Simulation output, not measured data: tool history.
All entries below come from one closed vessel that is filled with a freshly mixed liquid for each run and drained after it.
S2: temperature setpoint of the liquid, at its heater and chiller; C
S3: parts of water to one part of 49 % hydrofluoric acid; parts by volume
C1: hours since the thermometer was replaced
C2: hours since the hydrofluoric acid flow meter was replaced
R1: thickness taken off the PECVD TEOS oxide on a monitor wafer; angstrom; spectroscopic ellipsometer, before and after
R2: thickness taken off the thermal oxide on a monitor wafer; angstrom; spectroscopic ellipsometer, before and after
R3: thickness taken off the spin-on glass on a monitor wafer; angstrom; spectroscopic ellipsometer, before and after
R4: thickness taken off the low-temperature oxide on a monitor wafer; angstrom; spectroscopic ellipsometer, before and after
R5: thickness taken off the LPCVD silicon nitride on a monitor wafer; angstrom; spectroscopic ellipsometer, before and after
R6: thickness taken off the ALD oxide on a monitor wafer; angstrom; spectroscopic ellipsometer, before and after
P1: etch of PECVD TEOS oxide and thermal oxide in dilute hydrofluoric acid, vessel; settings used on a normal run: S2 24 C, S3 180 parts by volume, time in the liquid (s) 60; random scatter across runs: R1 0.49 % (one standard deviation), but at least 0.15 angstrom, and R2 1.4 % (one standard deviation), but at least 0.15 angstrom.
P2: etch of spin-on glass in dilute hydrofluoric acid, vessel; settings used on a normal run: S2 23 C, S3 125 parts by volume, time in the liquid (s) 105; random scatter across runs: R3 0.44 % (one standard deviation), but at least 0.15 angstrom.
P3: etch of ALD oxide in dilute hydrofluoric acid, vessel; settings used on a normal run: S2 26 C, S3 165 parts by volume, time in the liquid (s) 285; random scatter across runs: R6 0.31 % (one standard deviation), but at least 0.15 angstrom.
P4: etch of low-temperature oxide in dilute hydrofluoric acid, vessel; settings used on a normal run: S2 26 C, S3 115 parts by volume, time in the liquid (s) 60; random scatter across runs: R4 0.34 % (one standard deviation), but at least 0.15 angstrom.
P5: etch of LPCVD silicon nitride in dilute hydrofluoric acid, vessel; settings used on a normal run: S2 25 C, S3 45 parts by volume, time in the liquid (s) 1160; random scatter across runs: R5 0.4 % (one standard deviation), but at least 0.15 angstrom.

{"run": 1, "hour": 16.1, "process that ran": "P1", "S2": 24, "S3": 180, "time in the liquid (s)": 60, "C1": 308.2, "C2": 197.4, "R1": 53.854, "R2": 14.532}
{"run": 2, "hour": 29.6, "process that ran": "P2", "S2": 23, "S3": 125, "time in the liquid (s)": 105, "C1": 321.7, "C2": 210.9, "R3": 310.28}
{"run": 3, "hour": 40.6, "process that ran": "P4", "S2": 26, "S3": 205, "time in the liquid (s)": 60, "C1": 332.7, "C2": 221.9, "R4": 97.958}
{"run": 4, "hour": 57.3, "process that ran": "P1", "S2": 24, "S3": 180, "time in the liquid (s)": 30, "C1": 349.4, "C2": 238.6, "R1": 26.878, "R2": 7.353}
{"run": 5, "hour": 66.7, "process that ran": "P5", "S2": 29.5, "S3": 45, "time in the liquid (s)": 1160, "C1": 358.8, "C2": 248, "R5": 193.72}
{"run": 6, "hour": 80.3, "process that ran": "P1", "S2": 24, "S3": 180, "time in the liquid (s)": 60, "C1": 372.4, "C2": 261.6, "R1": 54.206, "R2": 14.192}
{"run": 7, "hour": 93.3, "process that ran": "P5", "S2": 25, "S3": 45, "time in the liquid (s)": 1160, "C1": 385.4, "C2": 274.6, "R5": 144.28}
{"run": 8, "hour": 108.6, "process that ran": "P1", "S2": 29, "S3": 315, "time in the liquid (s)": 60, "C1": 400.7, "C2": 289.9, "R1": 31.619, "R2": 8.2184}
{"run": 9, "hour": 117.2, "process that ran": "P2", "S2": 23, "S3": 125, "time in the liquid (s)": 105, "C1": 409.3, "C2": 298.5, "R3": 311.53}
{"run": 10, "hour": 128.1, "process that ran": "P4", "S2": 26, "S3": 115, "time in the liquid (s)": 30, "C1": 420.2, "C2": 309.4, "R4": 96.986}
{"run": 11, "hour": 139.3, "process that ran": "P1", "S2": 20.5, "S3": 180, "time in the liquid (s)": 60, "C1": 431.4, "C2": 320.6, "R1": 47.35, "R2": 12.631}
{"run": 12, "hour": 150.4, "process that ran": "P5", "S2": 25, "S3": 20, "time in the liquid (s)": 1160, "C1": 442.5, "C2": 331.7, "R5": 316.62}
{"run": 13, "hour": 165.9, "process that ran": "P2", "S2": 23, "S3": 35, "time in the liquid (s)": 105, "C1": 458, "C2": 347.2, "R3": 1235.4}
{"run": 14, "hour": 174.7, "process that ran": "P1", "S2": 24, "S3": 180, "time in the liquid (s)": 60, "C1": 466.8, "C2": 356, "R1": 54.024, "R2": 14.588}
{"run": 15, "hour": 182.8, "process that ran": "P1", "S2": 24, "S3": 65, "time in the liquid (s)": 60, "C1": 474.9, "C2": 364.1, "R1": 170.82, "R2": 45.242}
{"run": 16, "hour": 198.5, "process that ran": "P1", "S2": 24, "S3": 180, "time in the liquid (s)": 95, "C1": 490.6, "C2": 379.8, "R1": 85.385, "R2": 23.324}
{"run": 17, "hour": 210.5, "process that ran": "P3", "S2": 26, "S3": 105, "time in the liquid (s)": 285, "C1": 502.6, "C2": 391.8, "R6": 484.73}
{"run": 18, "hour": 222.3, "process that ran": "P1", "S2": 24, "S3": 180, "time in the liquid (s)": 60, "C1": 514.4, "C2": 403.6, "R1": 54.046, "R2": 14.262}
{"run": 19, "hour": 235.5, "process that ran": "P3", "S2": 26, "S3": 165, "time in the liquid (s)": 285, "C1": 527.6, "C2": 416.8, "R6": 287.36}
{"run": 20, "hour": 244.8, "process that ran": "P1", "S2": 24, "S3": 180, "time in the liquid (s)": 60, "C1": 536.9, "C2": 426.1, "R1": 54.196, "R2": 14.078}
{"hour": 254.5, "done": "thermometer replaced"}
{"run": 21, "hour": 256.6, "process that ran": "P1", "S2": 29, "S3": 180, "time in the liquid (s)": 60, "C1": 2.1, "C2": 437.9, "R1": 64.558, "R2": 17.28}
{"run": 22, "hour": 264.7, "process that ran": "P2", "S2": 17, "S3": 125, "time in the liquid (s)": 105, "C1": 10.2, "C2": 446, "R3": 242.76}
{"run": 23, "hour": 276.7, "process that ran": "P3", "S2": 19, "S3": 165, "time in the liquid (s)": 285, "C1": 22.2, "C2": 458, "R6": 217.84}
{"run": 24, "hour": 284.8, "process that ran": "P1", "S2": 18.5, "S3": 315, "time in the liquid (s)": 60, "C1": 30.3, "C2": 466.1, "R1": 21.993, "R2": 5.9802}
{"run": 25, "hour": 301.3, "process that ran": "P1", "S2": 24, "S3": 325, "time in the liquid (s)": 60, "C1": 46.8, "C2": 482.6, "R1": 25.942, "R2": 6.9761}
{"run": 26, "hour": 317.9, "process that ran": "P4", "S2": 26, "S3": 115, "time in the liquid (s)": 60, "C1": 63.4, "C2": 499.2, "R4": 193.18}
{"run": 27, "hour": 328.8, "process that ran": "P1", "S2": 24, "S3": 180, "time in the liquid (s)": 60, "C1": 74.3, "C2": 510.1, "R1": 54.202, "R2": 14.154}
{"run": 28, "hour": 341.7, "process that ran": "P4", "S2": 32.5, "S3": 115, "time in the liquid (s)": 60, "C1": 87.2, "C2": 523, "R4": 247.08}
{"run": 29, "hour": 351.0, "process that ran": "P3", "S2": 26, "S3": 165, "time in the liquid (s)": 455, "C1": 96.5, "C2": 532.3, "R6": 454.96}
{"run": 30, "hour": 366.3, "process that ran": "P5", "S2": 25, "S3": 45, "time in the liquid (s)": 120, "C1": 111.8, "C2": 547.6, "R5": 14.947}
{"run": 31, "hour": 379.4, "process that ran": "P2", "S2": 23, "S3": 125, "time in the liquid (s)": 35, "C1": 124.9, "C2": 560.7, "R3": 103.7}
{"run": 32, "hour": 396.2, "process that ran": "P1", "S2": 24, "S3": 180, "time in the liquid (s)": 60, "C1": 141.7, "C2": 577.5, "R1": 53.582, "R2": 14.738}
{"run": 33, "hour": 405.7, "process that ran": "P1", "S2": 24, "S3": 180, "time in the liquid (s)": 60, "C1": 151.2, "C2": 587, "R1": 53.175, "R2": 13.944}
{"run": 34, "hour": 418.7, "process that ran": "P1", "S2": 24, "S3": 180, "time in the liquid (s)": 60, "C1": 164.2, "C2": 600, "R1": 51.32, "R2": 13.864}
{"run": 35, "hour": 434.7, "process that ran": "P1", "S2": 24, "S3": 180, "time in the liquid (s)": 60, "C1": 180.2, "C2": 616, "R1": 50.832, "R2": 13.657}
{"run": 36, "hour": 449.9, "process that ran": "P1", "S2": 24, "S3": 180, "time in the liquid (s)": 60, "C1": 195.4, "C2": 631.2, "R1": 51.029, "R2": 14.151}
{"run": 37, "hour": 464.9, "process that ran": "P1", "S2": 24, "S3": 180, "time in the liquid (s)": 60, "C1": 210.4, "C2": 646.2, "R1": 50.957, "R2": 13.739}
{"run": 38, "hour": 477.0, "process that ran": "P1", "S2": 24, "S3": 180, "time in the liquid (s)": 60, "C1": 222.5, "C2": 658.3, "R1": 51.231, "R2": 13.63}

Something has made what P1 gives creep away from where it was; the 2 causes below, each at its own stated size, fit the log equally well:
A: hydrofluoric acid flow below the setpoint (%) = 5.08
B: liquid colder than its thermometer reads (K) = 1.66
The process output started creeping at around hour 396.2.

Consider the 4 single-wafer check runs listed below, results given as question marks: which one distinguishes between the causes by giving clearly different results for each?
{"run": "check 1", "hour": 489.1, "process that ran": "P3", "S2": 22, "S3": 165, "time in the liquid (s)": 285, "R6": "?"}
{"run": "check 2", "hour": 489.1, "process that ran": "P5", "S2": 25, "S3": 25, "time in the liquid (s)": 340, "R5": "?"}
{"run": "check 3", "hour": 489.1, "process that ran": "P2", "S2": 18.5, "S3": 125, "time in the liquid (s)": 105, "R3": "?"}
{"run": "check 4", "hour": 489.1, "process that ran": "P4", "S2": 26, "S3": 195, "time in the liquid (s)": 60, "R4": "?"}

Outcome of each check run for each possible cause:
check=check_1 result=R6 if_A=230.98 if_B=230.25
check=check_2 result=R5 if_A=71.197 if_B=66.849
check=check_3 result=R3 if_A=244.93 if_B=242.61
check=check_4 result=R4 if_A=97.333 if_B=97.637
Per-check spread between the two closest causes, in the result where they differ most: check 1 0.31 %; check 2 6.3 %; check 3 0.95 %; check 4 0.31 %
The causes can be told apart only by check 2. The other checks would give nearly the same results under each of them.

Then check 2 was run and gave: R5 71.079 angstrom. Which cause is it?

Of the candidate causes, it is A: hydrofluoric acid flow below the setpoint (%).
